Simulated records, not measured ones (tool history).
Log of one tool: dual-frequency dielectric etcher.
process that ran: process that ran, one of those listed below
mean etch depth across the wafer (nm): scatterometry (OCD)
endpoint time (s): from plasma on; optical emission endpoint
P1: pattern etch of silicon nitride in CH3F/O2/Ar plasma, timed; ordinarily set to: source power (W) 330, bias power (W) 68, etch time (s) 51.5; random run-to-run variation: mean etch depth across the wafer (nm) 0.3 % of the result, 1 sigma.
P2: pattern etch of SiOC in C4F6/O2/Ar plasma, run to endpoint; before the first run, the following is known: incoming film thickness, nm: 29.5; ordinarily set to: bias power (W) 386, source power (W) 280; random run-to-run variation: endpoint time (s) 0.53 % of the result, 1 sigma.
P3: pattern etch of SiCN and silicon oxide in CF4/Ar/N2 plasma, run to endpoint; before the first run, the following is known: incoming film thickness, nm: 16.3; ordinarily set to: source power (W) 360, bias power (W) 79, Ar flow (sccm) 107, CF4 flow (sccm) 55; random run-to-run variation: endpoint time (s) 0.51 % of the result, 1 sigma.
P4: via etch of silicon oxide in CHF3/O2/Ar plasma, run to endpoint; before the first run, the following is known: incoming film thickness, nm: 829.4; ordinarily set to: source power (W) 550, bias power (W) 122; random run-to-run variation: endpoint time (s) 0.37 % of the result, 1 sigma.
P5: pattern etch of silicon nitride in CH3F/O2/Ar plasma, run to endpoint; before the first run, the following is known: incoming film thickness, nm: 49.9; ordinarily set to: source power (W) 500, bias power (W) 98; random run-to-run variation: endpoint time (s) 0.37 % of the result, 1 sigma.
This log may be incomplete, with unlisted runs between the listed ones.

| run | hour | process that ran | source power (W) | bias power (W) | etch time (s) | Ar flow (sccm) | CF4 flow (sccm) | hours since the last wet clean | hours since the last source power generator calibration | hours since the last bias power generator calibration | mean etch depth across the wafer (nm) | endpoint time (s) |
|---|---|---|---|---|---|---|---|---|---|---|---|---|
| 1 | 15.3 | P1 | 330 | 68 | 51.5 |  |  | 197.5 | 1292.5 | 2917.5 | 32.928 |  |
| 2 | 31.0 | P1 | 330 | 68 | 51.5 |  |  | 213.2 | 1308.2 | 2933.2 | 32.860 |  |
| 3 | 42.7 | P5 | 590 | 98 |  |  |  | 224.9 | 1319.9 | 2944.9 |  | 55.870 |
| 4 | 53.0 | P1 | 330 | 68 | 51.5 |  |  | 235.2 | 1330.2 | 2955.2 | 33.044 |  |
|  | 61.2 | wet clean of the chamber |
| 5 | 65.7 | P3 | 360 | 79 |  | 64 | 55 | 4.5 | 1342.9 | 2967.9 |  | 22.368 |
| 6 | 74.7 | P5 | 500 | 98 |  |  |  | 13.5 | 1351.9 | 2976.9 |  | 59.622 |
| 7 | 90.0 | P1 | 210 | 68 | 51.5 |  |  | 28.8 | 1367.2 | 2992.2 | 27.770 |  |
| 8 | 100.4 | P2 | 280 | 386 |  |  |  | 39.2 | 1377.6 | 3002.6 |  | 12.749 |
| 9 | 112.9 | P2 | 280 | 512 |  |  |  | 51.7 | 1390.1 | 3015.1 |  | 11.416 |
| 10 | 120.0 | P1 | 330 | 51 | 51.5 |  |  | 58.8 | 1397.2 | 3022.2 | 29.899 |  |
| 11 | 131.6 | P5 | 500 | 59 |  |  |  | 70.4 | 1408.8 | 3033.8 |  | 71.333 |
| 12 | 142.1 | P3 | 360 | 79 |  | 107 | 33 | 80.9 | 1419.3 | 3044.3 |  | 26.204 |
| 13 | 153.6 | P3 | 210 | 79 |  | 107 | 55 | 92.4 | 1430.8 | 3055.8 |  | 38.617 |
| 14 | 161.4 | P1 | 330 | 82 | 51.5 |  |  | 100.2 | 1438.6 | 3063.6 | 35.294 |  |
| 15 | 171.4 | P1 | 330 | 68 | 51.5 |  |  | 110.2 | 1448.6 | 3073.6 | 33.043 |  |
| 16 | 186.1 | P4 | 380 | 122 |  |  |  | 124.9 | 1463.3 | 3088.3 |  | 557.010 |
| 17 | 201.9 | P1 | 440 | 56 | 51.5 |  |  | 140.7 | 1479.1 | 3104.1 | 34.653 |  |
| 18 | 213.0 | P4 | 550 | 122 |  |  |  | 151.8 | 1490.2 | 3115.2 |  | 478.550 |
|  | 217.3 | source power generator calibrated |
| 19 | 226.3 | P3 | 360 | 79 |  | 107 | 55 | 165.1 | 9.1 | 3128.5 |  | 24.138 |
| 20 | 240.3 | P5 | 500 | 98 |  |  |  | 179.1 | 23.1 | 3142.5 |  | 59.529 |
| 21 | 253.6 | P2 | 390 | 386 |  |  |  | 192.4 | 36.4 | 3155.8 |  | 11.291 |
| 22 | 261.2 | P1 | 330 | 87 | 72.0 |  |  | 200.0 | 44.0 | 3163.4 | 50.149 |  |
| 23 | 274.3 | P3 | 360 | 99 |  | 107 | 55 | 213.1 | 57.1 | 3176.5 |  | 22.365 |
| 24 | 287.0 | P1 | 330 | 68 | 51.5 |  |  | 225.8 | 69.8 | 3189.2 | 32.920 |  |
| 25 | 298.7 | P1 | 400 | 85 | 51.5 |  |  | 237.5 | 81.5 | 3200.9 | 38.333 |  |
| 26 | 313.3 | P4 | 550 | 76 |  |  |  | 252.1 | 96.1 | 3215.5 |  | 553.610 |
| 27 | 320.7 | P1 | 410 | 68 | 51.5 |  |  | 259.5 | 103.5 | 3222.9 | 35.667 |  |
| 28 | 331.4 | P1 | 330 | 68 | 51.5 |  |  | 270.2 | 114.2 | 3233.6 | 32.830 |  |
| 29 | 344.5 | P1 | 330 | 68 | 34.0 |  |  | 283.3 | 127.3 | 3246.7 | 21.763 |  |
| 30 | 355.4 | P1 | 330 | 68 | 76.0 |  |  | 294.2 | 138.2 | 3257.6 | 48.596 |  |
| 31 | 367.6 | P1 | 330 | 68 | 51.5 |  |  | 306.4 | 150.4 | 3269.8 | 32.978 |  |
| 32 | 376.9 | P1 | 330 | 68 | 51.5 |  |  | 315.7 | 159.7 | 3279.1 | 32.839 |  |
| 33 | 390.8 | P1 | 330 | 68 | 51.5 |  |  | 329.6 | 173.6 | 3293.0 | 32.973 |  |
| 34 | 403.4 | P1 | 330 | 68 | 51.5 |  |  | 342.2 | 186.2 | 3305.6 | 33.215 |  |
| 35 | 414.4 | P1 | 330 | 68 | 51.5 |  |  | 353.2 | 197.2 | 3316.6 | 33.309 |  |
| 36 | 426.6 | P1 | 330 | 68 | 51.5 |  |  | 365.4 | 209.4 | 3328.8 | 33.331 |  |
| 37 | 434.0 | P1 | 330 | 68 | 51.5 |  |  | 372.8 | 216.8 | 3336.2 | 33.457 |  |
| 38 | 441.9 | P1 | 330 | 68 | 51.5 |  |  | 380.7 | 224.7 | 3344.1 | 33.383 |  |
|  | 457.2 | wet clean of the chamber |
| 39 | 457.2 | P1 | 330 | 68 | 51.5 |  |  | 0.1 | 240.0 | 3359.4 | 33.480 |  |
| 40 | 471.2 | P1 | 330 | 68 | 51.5 |  |  | 14.1 | 254.0 | 3373.4 | 33.254 |  |
| 41 | 481.2 | P1 | 330 | 68 | 51.5 |  |  | 24.1 | 264.0 | 3383.4 | 33.430 |  |
| 42 | 497.0 | P1 | 330 | 68 | 51.5 |  |  | 39.9 | 279.8 | 3399.2 | 33.381 |  |

Compared with where it was, what P1 gives has crept away. Each cause listed below fits the log as well as the rest, at the size given for it:
A: source power that arrives over what is set, % = 4.4
B: bias power that arrives over what is set, % = 4.84
The gradual shift began around hour 376.9.
Each remaining cause and why it is not a fit:
chamber walls in a state that raises the etch rate, %: serviced at hour 457.2, which brought nothing back

You are offered 4 check runs, listed below with question marks in place of their results; each one averages 3 wafers. Which run separates the listed causes by giving clearly different results for each?
| check 1 | 512.8 | P2 | 280 | 489 |  |  |  |  |  |  |  | ? |
| check 2 | 512.8 | P3 | 220 | 79 |  | 69 | 55 |  |  |  |  | ? |
| check 3 | 512.8 | P4 | 390 | 122 |  |  |  |  |  |  |  | ? |
| check 4 | 512.8 | P5 | 500 | 62 |  |  |  |  |  |  |  | ? |

How each check would come out, cause by cause:
| check | result | if A | if B |
|---|---|---|---|
| check 1 | endpoint time (s) | 11.499 | 11.475 |
| check 2 | endpoint time (s) | 33.691 | 34.404 |
| check 3 | endpoint time (s) | 540.270 | 541.100 |
| check 4 | endpoint time (s) | 68.559 | 68.640 |
Per check, the gap between the least separated pair of causes, taken in the result that splits them most: check 1 0.21 %; check 2 2.09 %; check 3 0.15 %; check 4 0.12 %
Of the check runs offered, only check 2 discriminates between the causes; the rest would read about the same regardless of which cause applies.

Check 2 has now been run. It gave: endpoint time (s) 34.435. Which of the candidate causes is it?

B is the cause: bias power that arrives over what is set, %.
